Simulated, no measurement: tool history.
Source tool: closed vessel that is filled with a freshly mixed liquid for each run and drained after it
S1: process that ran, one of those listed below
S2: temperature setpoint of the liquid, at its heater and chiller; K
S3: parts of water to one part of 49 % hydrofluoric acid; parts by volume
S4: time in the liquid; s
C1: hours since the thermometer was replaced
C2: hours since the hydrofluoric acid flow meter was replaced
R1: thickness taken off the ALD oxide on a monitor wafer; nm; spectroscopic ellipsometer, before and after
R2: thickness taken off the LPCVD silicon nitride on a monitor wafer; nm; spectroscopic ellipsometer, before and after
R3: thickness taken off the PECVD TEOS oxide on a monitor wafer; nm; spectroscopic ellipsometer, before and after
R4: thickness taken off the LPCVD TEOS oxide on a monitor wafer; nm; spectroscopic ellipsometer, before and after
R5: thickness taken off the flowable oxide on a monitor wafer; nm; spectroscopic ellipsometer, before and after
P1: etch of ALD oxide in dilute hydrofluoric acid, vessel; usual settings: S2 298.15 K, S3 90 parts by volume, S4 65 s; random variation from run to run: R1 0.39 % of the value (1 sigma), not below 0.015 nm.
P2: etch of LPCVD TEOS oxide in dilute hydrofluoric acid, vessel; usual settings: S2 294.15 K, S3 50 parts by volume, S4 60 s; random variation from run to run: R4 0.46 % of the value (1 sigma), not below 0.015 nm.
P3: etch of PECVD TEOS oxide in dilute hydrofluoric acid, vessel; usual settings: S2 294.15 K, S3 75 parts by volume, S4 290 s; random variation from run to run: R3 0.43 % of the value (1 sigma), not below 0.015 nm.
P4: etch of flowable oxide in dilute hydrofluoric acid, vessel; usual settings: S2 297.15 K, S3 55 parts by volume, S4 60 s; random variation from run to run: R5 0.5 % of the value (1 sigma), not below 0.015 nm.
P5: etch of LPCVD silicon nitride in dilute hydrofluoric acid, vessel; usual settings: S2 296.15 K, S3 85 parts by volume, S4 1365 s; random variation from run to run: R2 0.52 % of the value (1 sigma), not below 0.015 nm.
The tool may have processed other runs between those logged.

{"run": 1, "hour": 13.9, "S1": "P1", "S2": 298.15, "S3": 90, "S4": 65, "C1": 825.8, "C2": 314.4, "R1": 18.255}
{"run": 2, "hour": 23.2, "S1": "P1", "S2": 298.15, "S3": 130, "S4": 65, "C1": 835.1, "C2": 323.7, "R1": 12.108}
{"run": 3, "hour": 35.0, "S1": "P5", "S2": 296.15, "S3": 145, "S4": 1365, "C1": 846.9, "C2": 335.5, "R2": 4.733}
{"run": 4, "hour": 51.3, "S1": "P1", "S2": 298.15, "S3": 90, "S4": 65, "C1": 863.2, "C2": 351.8, "R1": 18.362}
{"run": 5, "hour": 62.2, "S1": "P1", "S2": 302.15, "S3": 90, "S4": 65, "C1": 874.1, "C2": 362.7, "R1": 21.475}
{"run": 6, "hour": 70.6, "S1": "P3", "S2": 294.15, "S3": 75, "S4": 290, "C1": 882.5, "C2": 371.1, "R3": 37.731}
{"run": 7, "hour": 81.9, "S1": "P3", "S2": 294.15, "S3": 75, "S4": 435, "C1": 893.8, "C2": 382.4, "R3": 55.919}
{"run": 8, "hour": 89.9, "S1": "P1", "S2": 298.15, "S3": 90, "S4": 65, "C1": 901.8, "C2": 390.4, "R1": 18.192}
{"run": 9, "hour": 97.8, "S1": "P2", "S2": 294.15, "S3": 80, "S4": 60, "C1": 909.7, "C2": 398.3, "R4": 37.797}
{"run": 10, "hour": 108.1, "S1": "P5", "S2": 296.15, "S3": 85, "S4": 625, "C1": 920, "C2": 408.6, "R2": 3.6682}
{"run": 11, "hour": 125.6, "S1": "P1", "S2": 298.15, "S3": 90, "S4": 65, "C1": 937.5, "C2": 426.1, "R1": 18.163}
{"run": 12, "hour": 136.2, "S1": "P3", "S2": 299.15, "S3": 75, "S4": 290, "C1": 948.1, "C2": 436.7, "R3": 46.179}
{"run": 13, "hour": 150.9, "S1": "P2", "S2": 294.15, "S3": 50, "S4": 30, "C1": 962.8, "C2": 451.4, "R4": 31.504}
{"run": 14, "hour": 162.5, "S1": "P5", "S2": 296.15, "S3": 85, "S4": 1365, "C1": 974.4, "C2": 463, "R2": 8.0809}
{"run": 15, "hour": 177.5, "S1": "P1", "S2": 293.65, "S3": 90, "S4": 65, "C1": 989.4, "C2": 478, "R1": 15.188}
{"run": 16, "hour": 192.7, "S1": "P2", "S2": 301.65, "S3": 50, "S4": 60, "C1": 1004.6, "C2": 493.2, "R4": 85.428}
{"run": 17, "hour": 209.0, "S1": "P1", "S2": 290.65, "S3": 90, "S4": 115, "C1": 1020.9, "C2": 509.5, "R1": 23.863}
{"run": 18, "hour": 223.7, "S1": "P1", "S2": 298.15, "S3": 90, "S4": 65, "C1": 1035.6, "C2": 524.2, "R1": 18.31}
{"run": 19, "hour": 239.0, "S1": "P4", "S2": 297.15, "S3": 55, "S4": 60, "C1": 1050.9, "C2": 539.5, "R5": 54.52}
{"run": 20, "hour": 250.4, "S1": "P1", "S2": 298.15, "S3": 90, "S4": 65, "C1": 1062.3, "C2": 550.9, "R1": 18.265}
{"run": 21, "hour": 267.6, "S1": "P3", "S2": 294.15, "S3": 75, "S4": 290, "C1": 1079.5, "C2": 568.1, "R3": 37.879}
{"run": 22, "hour": 280.6, "S1": "P2", "S2": 294.15, "S3": 50, "S4": 60, "C1": 1092.5, "C2": 581.1, "R4": 62.504}
{"run": 23, "hour": 291.0, "S1": "P1", "S2": 298.15, "S3": 90, "S4": 115, "C1": 1102.9, "C2": 591.5, "R1": 32.257}
{"run": 24, "hour": 306.5, "S1": "P4", "S2": 297.15, "S3": 55, "S4": 105, "C1": 1118.4, "C2": 607, "R5": 96.574}
{"run": 25, "hour": 323.1, "S1": "P5", "S2": 303.65, "S3": 85, "S4": 1365, "C1": 1135, "C2": 623.6, "R2": 13.118}
{"run": 26, "hour": 334.6, "S1": "P1", "S2": 298.15, "S3": 45, "S4": 65, "C1": 1146.5, "C2": 635.1, "R1": 38.543}
{"run": 27, "hour": 349.8, "S1": "P5", "S2": 296.15, "S3": 85, "S4": 1365, "C1": 1161.7, "C2": 650.3, "R2": 8.0776}
{"run": 28, "hour": 358.8, "S1": "P3", "S2": 294.15, "S3": 140, "S4": 290, "C1": 1170.7, "C2": 659.3, "R3": 18.606}
{"run": 29, "hour": 369.3, "S1": "P4", "S2": 293.15, "S3": 55, "S4": 60, "C1": 1181.2, "C2": 669.8, "R5": 46.238}
{"run": 30, "hour": 380.1, "S1": "P1", "S2": 298.15, "S3": 90, "S4": 30, "C1": 1192, "C2": 680.6, "R1": 8.4177}
{"run": 31, "hour": 397.7, "S1": "P4", "S2": 297.15, "S3": 20, "S4": 60, "C1": 1209.6, "C2": 698.2, "R5": 156.98}
{"run": 32, "hour": 407.4, "S1": "P1", "S2": 298.15, "S3": 90, "S4": 65, "C1": 1219.3, "C2": 707.9, "R1": 18.298}
{"run": 33, "hour": 421.0, "S1": "P1", "S2": 298.15, "S3": 90, "S4": 65, "C1": 1232.9, "C2": 721.5, "R1": 18.931}
{"run": 34, "hour": 436.4, "S1": "P1", "S2": 298.15, "S3": 90, "S4": 65, "C1": 1248.3, "C2": 736.9, "R1": 19.307}
{"run": 35, "hour": 449.7, "S1": "P1", "S2": 298.15, "S3": 90, "S4": 65, "C1": 1261.6, "C2": 750.2, "R1": 19.723}
{"run": 36, "hour": 461.0, "S1": "P1", "S2": 298.15, "S3": 90, "S4": 65, "C1": 1272.9, "C2": 761.5, "R1": 19.745}
{"run": 37, "hour": 473.2, "S1": "P1", "S2": 298.15, "S3": 90, "S4": 65, "C1": 1285.1, "C2": 773.7, "R1": 19.657}
{"run": 38, "hour": 490.2, "S1": "P1", "S2": 298.15, "S3": 90, "S4": 65, "C1": 1302.1, "C2": 790.7, "R1": 19.904}
{"run": 39, "hour": 501.6, "S1": "P1", "S2": 298.15, "S3": 90, "S4": 65, "C1": 1313.5, "C2": 802.1, "R1": 19.719}

What P1 gives has crept away from where it was. These 2 causes fit the log equally well, each at the size given:
A: hydrofluoric acid flow above the setpoint (%) = 7.62
B: liquid hotter than its thermometer reads (K) = 2.09
Creep in the process output first set in at about hour 407.4.

Question marks stand in for the results of the 4 check runs listed below, each run on one wafer. Under which run would the listed causes show clearly different results?
{"run": "check 1", "hour": 513.0, "S1": "P5", "S2": 296.15, "S3": 85, "S4": 1365, "R2": "?"}
{"run": "check 2", "hour": 513.0, "S1": "P2", "S2": 294.15, "S3": 50, "S4": 60, "R4": "?"}
{"run": "check 3", "hour": 513.0, "S1": "P3", "S2": 294.15, "S3": 75, "S4": 290, "R3": "?"}
{"run": "check 4", "hour": 513.0, "S1": "P4", "S2": 297.15, "S3": 55, "S4": 60, "R5": "?"}

Outcome of each check run for each possible cause:
check=check_1 result=R2 if_A=8.6373 if_B=9.2303
check=check_2 result=R4 if_A=67.637 if_B=68.286
check=check_3 result=R3 if_A=40.719 if_B=40.964
check=check_4 result=R5 if_A=59.336 if_B=59.72
Gap, in per cent, between the two causes that each check separates least, read from the result that separates them most: check 1 6.64 %; check 2 0.96 %; check 3 0.6 %; check 4 0.65 %
Only in check 1 would the causes give clearly different results; in the remaining checks their results would be nearly the same.

Check 1 has now been run. It gave: R2 8.6749 nm. Which of the candidate causes is it?

Of the candidate causes, it is A: hydrofluoric acid flow above the setpoint (%).
